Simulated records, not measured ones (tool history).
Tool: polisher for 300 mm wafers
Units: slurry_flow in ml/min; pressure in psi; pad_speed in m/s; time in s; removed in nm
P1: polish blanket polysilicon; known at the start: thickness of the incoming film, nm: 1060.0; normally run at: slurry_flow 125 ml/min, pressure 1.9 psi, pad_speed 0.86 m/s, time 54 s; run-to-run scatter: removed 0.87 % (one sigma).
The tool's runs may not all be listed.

run,hour,slurry_flow,pressure,pad_speed,time,wafers polished on this pad,hours since the slurry nozzle was cleaned,hours since the head pressure was calibrated,removed
1,7.3,125,1.9,0.86,54,628,506.9,197.6,289.46
2,15.9,125,1.9,0.86,75,723,515.5,206.2,400.84
3,20.3,125,1.9,0.86,54,772,519.9,210.6,288.14
4,27.6,125,1.9,0.86,54,853,527.2,217.9,285.84
5,36.1,125,1.9,0.58,54,947,535.7,226.4,192.86
6,42.6,125,1.9,0.66,33,1019,542.2,232.9,134.4
7,49.8,125,1.9,0.86,54,1098,549.4,240.1,287.84
# hour 56.8: worn pad replaced by a new one
8,57.9,75,1.9,0.86,54,12,557.5,248.2,245.92
9,66.5,125,1.9,1.32,54,107,566.1,256.8,438.83
10,71.8,125,1.9,0.86,54,166,571.4,262.1,291.19
11,76.3,125,1.9,0.86,54,215,575.9,266.6,282.88
12,82.7,75,1.9,0.86,74,286,582.3,273,343.8
13,86.8,125,0.9,0.86,54,332,586.4,277.1,135.97
14,94.9,125,3.1,0.86,54,421,594.5,285.2,467.94
15,102.8,195,1.9,0.86,54,509,602.4,293.1,309.37
16,111.8,125,1.9,0.86,54,608,611.4,302.1,291.57
17,121.1,75,1.1,0.86,54,711,620.7,311.4,144.79
18,128.9,125,1.9,0.86,25,797,628.5,319.2,132.25
19,133.9,125,1.9,0.86,54,853,633.5,324.2,284.74
20,140.3,125,1.9,0.86,54,923,639.9,330.6,280.07

Run 21 comes next. What will it give?
21,148.7,125,1.9,0.86,54,1016,648.3,339,?

{"run 21": {"removed": 276.22}}

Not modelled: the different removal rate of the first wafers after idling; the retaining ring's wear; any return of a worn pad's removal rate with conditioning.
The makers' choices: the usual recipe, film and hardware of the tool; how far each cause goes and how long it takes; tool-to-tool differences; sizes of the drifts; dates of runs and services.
